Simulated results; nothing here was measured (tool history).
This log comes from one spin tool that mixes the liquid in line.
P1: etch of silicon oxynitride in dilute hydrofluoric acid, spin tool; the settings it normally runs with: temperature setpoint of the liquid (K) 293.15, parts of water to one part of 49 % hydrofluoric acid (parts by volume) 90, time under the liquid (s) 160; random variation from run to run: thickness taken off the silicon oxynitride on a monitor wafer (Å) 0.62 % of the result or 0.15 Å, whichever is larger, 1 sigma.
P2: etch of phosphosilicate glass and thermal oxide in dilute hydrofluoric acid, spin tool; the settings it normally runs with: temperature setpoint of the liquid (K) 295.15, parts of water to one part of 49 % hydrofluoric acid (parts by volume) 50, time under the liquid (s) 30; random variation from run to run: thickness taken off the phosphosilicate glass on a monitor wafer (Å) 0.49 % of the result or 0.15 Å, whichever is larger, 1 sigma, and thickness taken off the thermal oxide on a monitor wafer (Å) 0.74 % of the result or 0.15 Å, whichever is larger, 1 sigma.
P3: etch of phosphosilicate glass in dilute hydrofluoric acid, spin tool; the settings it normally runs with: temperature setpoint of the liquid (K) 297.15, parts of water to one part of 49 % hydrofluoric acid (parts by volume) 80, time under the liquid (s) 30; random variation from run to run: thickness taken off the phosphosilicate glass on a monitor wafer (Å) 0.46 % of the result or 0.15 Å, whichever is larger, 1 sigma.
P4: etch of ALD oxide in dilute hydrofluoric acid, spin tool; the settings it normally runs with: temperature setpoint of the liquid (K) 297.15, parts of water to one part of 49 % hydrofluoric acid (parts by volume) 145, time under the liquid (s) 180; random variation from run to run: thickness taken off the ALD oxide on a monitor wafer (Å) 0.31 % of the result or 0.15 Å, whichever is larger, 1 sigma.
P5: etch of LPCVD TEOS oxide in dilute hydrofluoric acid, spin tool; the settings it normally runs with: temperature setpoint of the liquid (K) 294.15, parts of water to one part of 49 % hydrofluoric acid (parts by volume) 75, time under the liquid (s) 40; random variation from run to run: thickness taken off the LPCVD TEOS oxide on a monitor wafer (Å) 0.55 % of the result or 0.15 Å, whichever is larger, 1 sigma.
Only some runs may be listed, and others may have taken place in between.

run   hour  process that ran  temperature setpoint of the liquid (K)  parts of water to one part of 49 % hydrofluoric acid (parts by volume)  time under the liquid (s)  hours since the thermometer was replaced  hours since the hydrofluoric acid flow meter was replaced  thickness taken off the silicon oxynitride on a monitor wafer (Å)  thickness taken off the phosphosilicate glass on a monitor wafer (Å)  thickness taken off the thermal oxide on a monitor wafer (Å)  thickness taken off the LPCVD TEOS oxide on a monitor wafer (Å)  thickness taken off the ALD oxide on a monitor wafer (Å)
  1    4.7                P1                                  293.15                                                                      90                        160                                     334.2                                                      526.3                                                             39.989
  2    9.7                P2                                  290.65                                                                      50                         30                                     339.2                                                      531.3                                                                                                                                   994.34                                                        24.274
  3   18.5                P1                                  301.15                                                                      20                        160                                       348                                                      540.1                                                             280.44
  4   23.4                P1                                  298.65                                                                      90                        265                                     352.9                                                        545                                                             86.472
  5   29.5                P5                                  290.15                                                                      75                         40                                       359                                                      551.1                                                                                                                                                                                                                                                                  91.768
  6     37                P1                                  293.15                                                                      90                        160                                     366.5                                                      558.6                                                             39.605
  7   44.1                P1                                  293.15                                                                      25                        230                                     373.6                                                      565.7                                                             214.03
  8   50.9                P4                                  297.15                                                                     245                        180                                     380.4                                                      572.5                                                                                                                                                                                                                                                                                                                            169.98
  9   57.2                P3                                  297.15                                                                      80                         30                                     386.7                                                      578.8                                                                                                                                   469.84
 10   62.9                P2                                  295.15                                                                      50                         30                                     392.4                                                      584.5                                                                                                                                     1207                                                        29.589
 11   67.3                P5                                  294.15                                                                      20                         40                                     396.8                                                      588.9                                                                                                                                                                                                                                                                  430.57
 12     73                P3                                  293.15                                                                      80                         30                                     402.5                                                      594.6                                                                                                                                   399.26
 13   77.2                P1                                  293.15                                                                      90                        310                                     406.7                                                      598.8                                                             77.635
 14   82.6                P4                                  297.15                                                                     145                         15                                     412.1                                                      604.2                                                                                                                                                                                                                                                                                                                             26.85
 15   90.8                P3                                  297.15                                                                      80                         45                                     420.3                                                      612.4                                                                                                                                   705.84
 16   95.7                P1                                  299.15                                                                      90                        160                                     425.2                                                      617.3                                                             52.711
 17  101.3                P3                                  297.15                                                                      20                         30                                     430.8                                                      622.9                                                                                                                                     2023
 18  107.6                P1                                  290.15                                                                      90                        160                                     437.1                                                      629.2                                                             34.568
 19  115.7                P4                                  297.15                                                                     145                        180                                     445.2                                                      637.3                                                                                                                                                                                                                                                                                                                             321.8
 20  121.8                P1                                  293.15                                                                     155                        160                                     451.3                                                      643.4                                                             21.909
 21  129.7                P1                                  293.15                                                                      90                        160                                     459.2                                                      651.3                                                             40.399
 22  135.1                P1                                  293.15                                                                      90                        160                                     464.6                                                      656.7                                                             39.656
 23  141.6                P1                                  293.15                                                                      90                         60                                     471.1                                                      663.2                                                             14.943
 24  148.3                P5                                  294.15                                                                      75                         40                                     477.8                                                      669.9                                                                                                                                                                                                                                                                  108.25
 25  155.3                P3                                  297.15                                                                      80                         30                                     484.8                                                      676.9                                                                                                                                   471.12
 26    164                P4                                  305.15                                                                     145                        180                                     493.5                                                      685.6                                                                                                                                                                                                                                                                                                                            432.14
 27  173.1                P5                                  294.15                                                                      75                         15                                     502.6                                                      694.7                                                                                                                                                                                                                                                                  40.635
 28  180.1                P2                                  295.15                                                                      20                         30                                     509.6                                                      701.7                                                                                                                                   3115.7                                                        77.751
 29  189.4                P1                                  293.15                                                                      40                        160                                     518.9                                                        711                                                             93.396
 30  194.7                P2                                  295.15                                                                      50                         15                                     524.2                                                      716.3                                                                                                                                   600.65                                                        14.739
 31    204                P4                                  297.15                                                                     145                        180                                     533.5                                                      725.6                                                                                                                                                                                                                                                                                                                            321.61
 32  213.2                P1                                  293.15                                                                      90                        160                                     542.7                                                      734.8                                                             39.985
 33  219.8                P1                                  293.15                                                                      90                        160                                     549.3                                                      741.4                                                              38.15
 34    228                P1                                  293.15                                                                      90                        160                                     557.5                                                      749.6                                                             37.244
 35  232.6                P1                                  293.15                                                                      90                        160                                     562.1                                                      754.2                                                             36.928
 36  238.4                P1                                  293.15                                                                      90                        160                                     567.9                                                        760                                                             37.031
 37  247.7                P1                                  293.15                                                                      90                        160                                     577.2                                                      769.3                                                             36.567
 38  255.5                P1                                  293.15                                                                      90                        160                                       585                                                      777.1                                                             36.729
 39  262.9                P1                                  293.15                                                                      90                        160                                     592.4                                                      784.5                                                             37.028

Something has made what P1 gives creep away from where it was; the 2 causes below, each at its own stated size, fit the log equally well:
A: liquid colder than its thermometer reads (K) = 1.7
B: hydrofluoric acid flow below the setpoint (%) = 7.57
The gradual shift began around hour 213.2.

Question marks stand in for the results of the 4 check runs listed below, each run on one wafer. Under which run would the listed causes show clearly different results?
check 1  270.3                P5                                  294.15                                                                      20                         15                                                                                                                                                                                                                                                                                                                                                                            ?
check 2  270.3                P3                                  297.15                                                                      25                         30                                                                                                                                                                                                                                             ?
check 3  270.3                P4                                  302.15                                                                     220                        180                                                                                                                                                                                                                                                                                                                                                                                                                                      ?
check 4  270.3                P2                                  295.15                                                                      35                         30                                                                                                                                                                                                                                             ?                                                             ?

What each check would give under each cause:
  check                                                                result    if A    if B
check 1       thickness taken off the LPCVD TEOS oxide on a monitor wafer (Å)  151.15  150.08
check 2  thickness taken off the phosphosilicate glass on a monitor wafer (Å)  1502.3  1487.9
check 3              thickness taken off the ALD oxide on a monitor wafer (Å)  220.15  211.41
check 4  thickness taken off the phosphosilicate glass on a monitor wafer (Å)  1628.3    1612
check 4          thickness taken off the thermal oxide on a monitor wafer (Å)  40.609  40.201
Minimum pairwise separation of causes per check, each pair taken at its best-separating result: check 1 0.71 %; check 2 0.97 %; check 3 4.05 %; check 4 1.01 %
Only in check 3 would the causes give clearly different results; in the remaining checks their results would be nearly the same.

Check 3 was then run and gave: thickness taken off the ALD oxide on a monitor wafer (Å) 210.41. Which cause is it?

Of the candidate causes, it is B: hydrofluoric acid flow below the setpoint (%).

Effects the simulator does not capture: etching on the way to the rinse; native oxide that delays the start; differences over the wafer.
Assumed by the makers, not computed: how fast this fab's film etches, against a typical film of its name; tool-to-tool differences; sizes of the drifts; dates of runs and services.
